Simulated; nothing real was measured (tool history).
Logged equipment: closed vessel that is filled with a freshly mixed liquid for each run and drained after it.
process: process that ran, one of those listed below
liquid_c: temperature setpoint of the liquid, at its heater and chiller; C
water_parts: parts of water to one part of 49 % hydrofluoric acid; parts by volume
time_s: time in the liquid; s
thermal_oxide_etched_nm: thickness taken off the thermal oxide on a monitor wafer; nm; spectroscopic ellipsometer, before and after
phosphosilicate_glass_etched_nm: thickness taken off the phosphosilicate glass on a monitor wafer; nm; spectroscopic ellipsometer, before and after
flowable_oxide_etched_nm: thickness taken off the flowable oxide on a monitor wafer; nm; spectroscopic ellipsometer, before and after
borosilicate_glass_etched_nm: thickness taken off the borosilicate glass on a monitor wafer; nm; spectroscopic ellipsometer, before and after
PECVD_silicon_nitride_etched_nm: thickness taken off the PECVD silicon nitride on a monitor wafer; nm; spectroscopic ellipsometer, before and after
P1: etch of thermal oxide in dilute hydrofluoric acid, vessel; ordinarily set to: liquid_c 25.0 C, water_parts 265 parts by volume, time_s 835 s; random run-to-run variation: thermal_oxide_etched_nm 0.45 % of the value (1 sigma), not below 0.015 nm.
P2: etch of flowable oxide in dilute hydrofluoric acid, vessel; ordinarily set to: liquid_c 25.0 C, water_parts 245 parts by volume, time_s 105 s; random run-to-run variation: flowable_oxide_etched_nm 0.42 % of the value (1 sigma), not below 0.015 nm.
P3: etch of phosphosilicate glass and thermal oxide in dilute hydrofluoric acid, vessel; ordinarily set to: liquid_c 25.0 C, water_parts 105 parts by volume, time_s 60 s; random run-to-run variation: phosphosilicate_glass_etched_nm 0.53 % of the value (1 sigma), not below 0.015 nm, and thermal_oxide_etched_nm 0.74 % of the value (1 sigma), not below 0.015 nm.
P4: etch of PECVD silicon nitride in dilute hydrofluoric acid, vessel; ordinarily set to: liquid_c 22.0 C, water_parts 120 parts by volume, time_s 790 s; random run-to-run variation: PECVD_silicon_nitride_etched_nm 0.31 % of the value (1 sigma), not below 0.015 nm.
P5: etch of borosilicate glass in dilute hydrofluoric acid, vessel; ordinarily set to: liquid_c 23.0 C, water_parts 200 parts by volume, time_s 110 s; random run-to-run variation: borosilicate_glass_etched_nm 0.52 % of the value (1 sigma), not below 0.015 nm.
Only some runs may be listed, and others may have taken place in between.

run,day,process,liquid_c,water_parts,time_s,thermal_oxide_etched_nm,phosphosilicate_glass_etched_nm,flowable_oxide_etched_nm,borosilicate_glass_etched_nm,PECVD_silicon_nitride_etched_nm
1,0.288,P1,25.0,265,835,13.0470,,,,
2,0.617,P1,25.0,265,835,13.0310,,,,
3,0.925,P1,18.5,265,835,10.2770,,,,
4,1.283,P1,25.0,265,835,13.0570,,,,
5,1.496,P1,31.5,265,835,16.2020,,,,
6,1.950,P3,25.0,105,60,2.7847,35.912,,,
7,2.179,P2,25.0,245,105,,,9.1042,,
8,2.450,P2,25.0,370,105,,,5.3296,,
9,2.675,P2,19.5,245,105,,,7.4507,,
10,3.025,P3,25.0,105,95,4.4581,57.012,,,
# day 3.142: hydrofluoric acid flow meter replaced
11,3.275,P5,17.0,200,110,,,,8.339,
12,3.500,P4,26.5,120,790,,,,,42.3500
13,3.800,P3,20.5,105,60,2.2980,29.879,,,
14,4.079,P4,22.0,170,790,,,,,22.3970
15,4.350,P1,25.0,265,835,13.0580,,,,
16,4.575,P4,22.0,120,50,,,,,2.0115
17,5.029,P1,25.0,445,835,6.5769,,,,
18,5.329,P5,23.0,200,110,,,,10.496,
19,5.696,P1,25.0,265,1570,24.7970,,,,
20,6.088,P3,25.0,35,60,9.1541,117.890,,,
# day 6.096: thermometer replaced
21,6.525,P3,25.0,105,60,2.7667,35.725,,,
22,6.825,P2,25.0,245,50,,,4.2944,,
23,7.038,P1,25.0,80,835,53.7680,,,,
24,7.433,P1,25.0,265,430,6.7522,,,,
25,7.642,P1,25.0,360,200,2.0912,,,,
26,8.029,P1,25.0,265,835,13.0650,,,,
27,8.312,P1,29.0,265,510,9.1996,,,,
28,8.529,P5,23.0,355,110,,,,5.058,
29,8.933,P4,22.0,120,790,,,,,31.5840
30,9.138,P1,25.0,265,835,13.0970,,,,
31,9.529,P5,23.0,200,215,,,,20.525,
32,9.767,P1,25.0,265,835,13.0830,,,,
33,10.233,P1,25.0,265,835,13.4630,,,,
34,10.646,P1,25.0,265,835,13.5710,,,,

Expected results for the next run?
35,10.975,P1,25.0,265,835,?,,,,

{"run 35": {"thermal_oxide_etched_nm": 13.634}}
